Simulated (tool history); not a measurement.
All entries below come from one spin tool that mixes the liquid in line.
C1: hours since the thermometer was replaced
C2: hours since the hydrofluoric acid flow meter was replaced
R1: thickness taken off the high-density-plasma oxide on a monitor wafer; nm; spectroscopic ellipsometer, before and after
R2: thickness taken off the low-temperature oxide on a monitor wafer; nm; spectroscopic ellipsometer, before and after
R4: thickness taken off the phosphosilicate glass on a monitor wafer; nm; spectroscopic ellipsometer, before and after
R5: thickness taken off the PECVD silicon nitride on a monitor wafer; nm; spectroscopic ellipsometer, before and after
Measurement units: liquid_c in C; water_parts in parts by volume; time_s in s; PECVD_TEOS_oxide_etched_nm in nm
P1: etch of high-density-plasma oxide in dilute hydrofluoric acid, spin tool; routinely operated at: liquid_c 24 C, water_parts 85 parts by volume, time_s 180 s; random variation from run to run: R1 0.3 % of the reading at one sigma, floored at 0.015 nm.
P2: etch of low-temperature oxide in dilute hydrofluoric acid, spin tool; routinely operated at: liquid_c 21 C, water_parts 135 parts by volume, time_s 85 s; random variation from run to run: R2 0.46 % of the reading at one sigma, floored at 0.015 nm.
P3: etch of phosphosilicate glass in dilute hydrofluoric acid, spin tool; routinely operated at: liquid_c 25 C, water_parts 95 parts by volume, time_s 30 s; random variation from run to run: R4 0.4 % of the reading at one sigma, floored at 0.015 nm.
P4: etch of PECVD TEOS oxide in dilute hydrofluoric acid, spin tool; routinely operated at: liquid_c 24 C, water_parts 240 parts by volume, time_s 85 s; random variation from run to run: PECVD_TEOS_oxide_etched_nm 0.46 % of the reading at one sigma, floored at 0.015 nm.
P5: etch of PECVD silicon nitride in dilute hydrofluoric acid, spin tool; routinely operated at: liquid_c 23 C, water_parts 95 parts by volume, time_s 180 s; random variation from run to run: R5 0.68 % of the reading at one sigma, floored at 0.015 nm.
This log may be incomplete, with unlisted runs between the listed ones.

Run 1, day 0.312: process P1, liquid_c 24 C, water_parts 85 parts by volume, time_s 180 s; C1 856.5; C2 495.6. Result: R1 11.269 nm.
Run 2, day 0.612: process P2, liquid_c 17 C, water_parts 135 parts by volume, time_s 85 s; C1 863.7; C2 502.8. Result: R2 16.401 nm.
Run 3, day 1.225: process P1, liquid_c 24 C, water_parts 85 parts by volume, time_s 35 s; C1 878.4; C2 517.5. Result: R1 2.1895 nm.
Run 4, day 1.821: process P1, liquid_c 24 C, water_parts 85 parts by volume, time_s 180 s; C1 892.7; C2 531.8. Result: R1 11.178 nm.
Run 5, day 2.425: process P2, liquid_c 21 C, water_parts 135 parts by volume, time_s 85 s; C1 907.2; C2 546.3. Result: R2 19.402 nm.
Run 6, day 2.917: process P4, liquid_c 17 C, water_parts 240 parts by volume, time_s 85 s; C1 919; C2 558.1. Result: PECVD_TEOS_oxide_etched_nm 6.5695 nm.
Run 7, day 3.35: process P1, liquid_c 24 C, water_parts 150 parts by volume, time_s 180 s; C1 929.4; C2 568.5. Result: R1 5.8837 nm.
Run 8, day 3.683: process P3, liquid_c 25 C, water_parts 170 parts by volume, time_s 30 s; C1 937.4; C2 576.5. Result: R4 19.32 nm.
Run 9, day 4.138: process P1, liquid_c 24 C, water_parts 85 parts by volume, time_s 180 s; C1 948.3; C2 587.4. Result: R1 11.252 nm.
Run 10, day 4.633: process P1, liquid_c 24 C, water_parts 85 parts by volume, time_s 180 s; C1 960.2; C2 599.3. Result: R1 11.272 nm.
Run 11, day 5.188: process P1, liquid_c 24 C, water_parts 85 parts by volume, time_s 180 s; C1 973.5; C2 612.6. Result: R1 11.215 nm.
Run 12, day 5.7: process P5, liquid_c 23 C, water_parts 95 parts by volume, time_s 180 s; C1 985.8; C2 624.9. Result: R5 4.307 nm.
Run 13, day 6.246: process P4, liquid_c 24 C, water_parts 240 parts by volume, time_s 125 s; C1 998.9; C2 638. Result: PECVD_TEOS_oxide_etched_nm 12.612 nm.
Run 14, day 6.742: process P3, liquid_c 20 C, water_parts 95 parts by volume, time_s 30 s; C1 1010.8; C2 649.9. Result: R4 31.1 nm.
Run 15, day 7.067: process P3, liquid_c 25 C, water_parts 95 parts by volume, time_s 30 s; C1 1018.6; C2 657.7. Result: R4 38.127 nm.
Run 16, day 7.342: process P1, liquid_c 24 C, water_parts 30 parts by volume, time_s 340 s; C1 1025.2; C2 664.3. Result: R1 64.902 nm.
Run 17, day 7.862: process P3, liquid_c 25 C, water_parts 95 parts by volume, time_s 60 s; C1 1037.7; C2 676.8. Result: R4 75.751 nm.
Run 18, day 8.212: process P1, liquid_c 27.5 C, water_parts 85 parts by volume, time_s 180 s; C1 1046.1; C2 685.2. Result: R1 12.904 nm.
Run 19, day 8.562: process P4, liquid_c 24 C, water_parts 240 parts by volume, time_s 85 s; C1 1054.5; C2 693.6. Result: PECVD_TEOS_oxide_etched_nm 8.5701 nm.

Run 20 is up next; what results do you expect?
Run 20, day 9.142: process P5, liquid_c 23 C, water_parts 20 parts by volume, time_s 180 s; C1 1068.4; C2 707.5. Result: R5 ?.

For run 20 the tool returned R5 19.411 nm.

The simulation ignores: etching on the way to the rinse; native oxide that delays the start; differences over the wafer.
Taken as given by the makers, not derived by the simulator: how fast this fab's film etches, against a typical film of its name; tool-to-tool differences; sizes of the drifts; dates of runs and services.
